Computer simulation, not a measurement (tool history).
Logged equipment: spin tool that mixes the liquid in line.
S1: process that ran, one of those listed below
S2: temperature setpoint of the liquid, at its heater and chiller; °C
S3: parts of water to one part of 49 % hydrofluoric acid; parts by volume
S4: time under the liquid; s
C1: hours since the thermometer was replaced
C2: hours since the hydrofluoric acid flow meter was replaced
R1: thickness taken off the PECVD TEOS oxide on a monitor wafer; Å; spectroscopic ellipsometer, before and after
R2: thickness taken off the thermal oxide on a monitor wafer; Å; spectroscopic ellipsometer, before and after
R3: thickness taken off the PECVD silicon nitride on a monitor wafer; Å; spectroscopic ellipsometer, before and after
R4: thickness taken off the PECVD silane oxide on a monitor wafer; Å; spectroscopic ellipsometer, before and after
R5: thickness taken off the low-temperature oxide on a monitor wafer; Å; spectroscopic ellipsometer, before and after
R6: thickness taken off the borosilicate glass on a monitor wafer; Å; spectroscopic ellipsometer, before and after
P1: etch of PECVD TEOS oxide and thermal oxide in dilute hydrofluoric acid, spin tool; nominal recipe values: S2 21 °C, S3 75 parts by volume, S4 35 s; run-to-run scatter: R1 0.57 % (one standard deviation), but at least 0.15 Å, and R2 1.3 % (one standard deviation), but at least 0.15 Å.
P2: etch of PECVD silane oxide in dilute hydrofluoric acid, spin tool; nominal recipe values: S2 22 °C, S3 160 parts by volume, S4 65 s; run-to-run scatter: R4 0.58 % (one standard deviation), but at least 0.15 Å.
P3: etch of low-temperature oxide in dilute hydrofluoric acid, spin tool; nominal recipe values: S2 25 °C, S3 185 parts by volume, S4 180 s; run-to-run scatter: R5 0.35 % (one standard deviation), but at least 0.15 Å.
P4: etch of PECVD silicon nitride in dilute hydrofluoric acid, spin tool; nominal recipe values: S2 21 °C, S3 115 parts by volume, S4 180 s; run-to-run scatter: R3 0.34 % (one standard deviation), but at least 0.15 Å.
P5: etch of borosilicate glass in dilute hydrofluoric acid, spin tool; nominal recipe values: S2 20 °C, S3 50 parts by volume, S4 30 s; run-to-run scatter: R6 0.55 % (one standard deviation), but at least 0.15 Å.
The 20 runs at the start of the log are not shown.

{"run": 21, "hour": 108.9, "S1": "P5", "S2": 20, "S3": 20, "S4": 30, "C1": 674.4, "C2": 719.1, "R6": 666.76}
{"run": 22, "hour": 114.0, "S1": "P1", "S2": 21, "S3": 40, "S4": 35, "C1": 679.5, "C2": 724.2, "R1": 109.4, "R2": 38.572}
{"run": 23, "hour": 120.9, "S1": "P2", "S2": 22, "S3": 160, "S4": 65, "C1": 686.4, "C2": 731.1, "R4": 140.75}
{"run": 24, "hour": 127.5, "S1": "P1", "S2": 21, "S3": 75, "S4": 35, "C1": 693, "C2": 737.7, "R1": 55.589, "R2": 20.541}
{"run": 25, "hour": 131.6, "S1": "P1", "S2": 21, "S3": 110, "S4": 35, "C1": 697.1, "C2": 741.8, "R1": 36.37, "R2": 13.289}
{"run": 26, "hour": 137.0, "S1": "P1", "S2": 28, "S3": 50, "S4": 35, "C1": 702.5, "C2": 747.2, "R1": 113.81, "R2": 41.123}
{"run": 27, "hour": 142.6, "S1": "P1", "S2": 21, "S3": 75, "S4": 35, "C1": 708.1, "C2": 752.8, "R1": 55.656, "R2": 20.185}
{"run": 28, "hour": 146.4, "S1": "P4", "S2": 21, "S3": 115, "S4": 360, "C1": 711.9, "C2": 756.6, "R3": 120.52}
{"run": 29, "hour": 152.4, "S1": "P5", "S2": 17, "S3": 50, "S4": 30, "C1": 717.9, "C2": 762.6, "R6": 223.46}
{"run": 30, "hour": 159.4, "S1": "P3", "S2": 25, "S3": 185, "S4": 180, "C1": 724.9, "C2": 769.6, "R5": 177.23}
{"run": 31, "hour": 163.0, "S1": "P1", "S2": 17.5, "S3": 75, "S4": 35, "C1": 728.5, "C2": 773.2, "R1": 48.2, "R2": 17.237}
{"run": 32, "hour": 170.9, "S1": "P3", "S2": 19.5, "S3": 185, "S4": 180, "C1": 736.4, "C2": 781.1, "R5": 143.69}
{"run": 33, "hour": 178.0, "S1": "P1", "S2": 21, "S3": 75, "S4": 35, "C1": 743.5, "C2": 788.2, "R1": 56.542, "R2": 20.038}
{"run": 34, "hour": 184.2, "S1": "P1", "S2": 21, "S3": 75, "S4": 35, "C1": 749.7, "C2": 794.4, "R1": 55.856, "R2": 20.268}
{"run": 35, "hour": 191.3, "S1": "P1", "S2": 21, "S3": 75, "S4": 35, "C1": 756.8, "C2": 801.5, "R1": 55.673, "R2": 20.528}
{"run": 36, "hour": 197.1, "S1": "P1", "S2": 21, "S3": 75, "S4": 35, "C1": 762.6, "C2": 807.3, "R1": 57.819, "R2": 20.46}
{"run": 37, "hour": 202.7, "S1": "P1", "S2": 21, "S3": 75, "S4": 35, "C1": 768.2, "C2": 812.9, "R1": 58.528, "R2": 21.119}
{"run": 38, "hour": 210.6, "S1": "P1", "S2": 21, "S3": 75, "S4": 35, "C1": 776.1, "C2": 820.8, "R1": 58.867, "R2": 20.947}
{"run": 39, "hour": 214.9, "S1": "P1", "S2": 21, "S3": 75, "S4": 35, "C1": 780.4, "C2": 825.1, "R1": 59.15, "R2": 21.434}
{"run": 40, "hour": 221.2, "S1": "P1", "S2": 21, "S3": 75, "S4": 35, "C1": 786.7, "C2": 831.4, "R1": 58.39, "R2": 21.17}
{"run": 41, "hour": 228.0, "S1": "P1", "S2": 21, "S3": 75, "S4": 35, "C1": 793.5, "C2": 838.2, "R1": 59.488, "R2": 21.762}

The next listed run, before its measurement:
{"run": 42, "hour": 233.7, "S1": "P1", "S2": 21, "S3": 75, "S4": 35, "C1": 799.2, "C2": 843.9, "R1": "?", "R2": "?"}

Run 42 yielded R1 58.521 Å, R2 21.163 Å.
